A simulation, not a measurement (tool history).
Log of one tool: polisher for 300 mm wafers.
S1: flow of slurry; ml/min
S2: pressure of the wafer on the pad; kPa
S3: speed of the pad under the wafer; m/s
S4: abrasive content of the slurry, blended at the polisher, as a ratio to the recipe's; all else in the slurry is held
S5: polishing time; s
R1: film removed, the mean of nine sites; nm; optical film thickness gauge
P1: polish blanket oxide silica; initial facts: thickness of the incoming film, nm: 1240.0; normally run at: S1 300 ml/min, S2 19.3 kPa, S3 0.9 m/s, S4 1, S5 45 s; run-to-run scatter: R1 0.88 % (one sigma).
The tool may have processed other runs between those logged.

run	hour	S1	S2	S3	S4	S5	R1
1	7.6	300	19.3	0.9	1	45	99.023
2	15.4	300	19.3	0.9	1.35	45	111.68
3	24.7	300	19.3	0.9	0.65	45	78.598
4	30.3	300	19.3	0.9	1	45	96.495
5	40.4	300	29	0.9	1	45	149.04
6	48.7	300	19.3	0.9	1	24	51.867
7	57.4	300	19.3	1.16	1	45	119.78
8	68.5	425	19.3	0.9	0.75	45	86.479
9	74.5	300	9.7	0.9	1	45	48.229
10	80.6	180	19.3	0.9	1	45	92.083
11	91.6	300	19.3	0.9	1	61	131.78
12	97.6	300	19.3	0.9	1	45	97.656
13	109	385	19.3	0.9	1	45	99.964
14	117.3	300	19.3	0.9	1	45	98.369
15	124.9	300	19.3	0.9	1	45	97.051
16	132.4	300	19.3	0.9	1	45	98.295
17	138.8	300	19.3	0.52	1	45	63.09
18	145.5	300	19.3	0.9	1	45	95.621
19	151.6	300	19.3	0.9	1	45	93.805
20	156.9	300	19.3	0.9	1	45	91.086
21	163.4	300	19.3	0.9	1	45	87.848
22	168.9	300	19.3	0.9	1	45	87.583
# hour 172.4: conditioning disc replaced and pad reconditioned
# hour 173.2: head pressure recalibrated
23	179.6	300	19.3	0.9	1	45	86.439
24	188.2	300	19.3	0.9	1	45	85.67
25	197.4	300	19.3	0.9	1	45	83.47
26	204.7	300	19.3	0.9	1	45	85.409

The output of P1 has drifted from where it used to be. Each of the 2 causes below, taken at the size shown beside it, accounts for the log equally well:
A: abrasive missing from the slurry, % = 23.9
B: removal rate lost through wear of the pad, % = 12.5
The creep began at about hour 145.5.
Other possible causes, and why each is ruled out:
slurry flow missing at the pad, %: can reach only 40, and even then R1 would move by -5.7 %, too little or the wrong way
head's pressure below its setpoint, %: serviced at hour 173.2, after the drift had started, without restoring the earlier output
time polished since the conditioner stopped cutting, s: serviced at hour 172.4, after the drift had started, without restoring the earlier output

4 check runs are offered, each on 5 wafers whose results are averaged, their results left as question marks. Which one tells the causes apart?
check 1	212	230	19.3	0.9	1	45	?
check 2	212	180	19.3	0.9	1	45	?
check 3	212	360	19.3	0.9	1	45	?
check 4	212	300	19.3	0.9	0.65	45	?

If the cause were each of the candidates in turn, the checks would give the following:
check	result	if A	if B
check 1	R1	83.055	83.048
check 2	R1	80.441	80.434
check 3	R1	86.64	86.632
check 4	R1	66.602	68.559
Gap, in per cent, between the two causes that each check separates least, read from the result that separates them most: check 1 0.01 %; check 2 0.01 %; check 3 0.01 %; check 4 2.9 %
Check 4 distinguishes between the causes, while the remaining checks would return nearly the same result for all of them.

With check 4 done, the readings were: R1 66.179 nm. Identify which of the listed causes applies.

It is A: abrasive missing from the slurry, %.
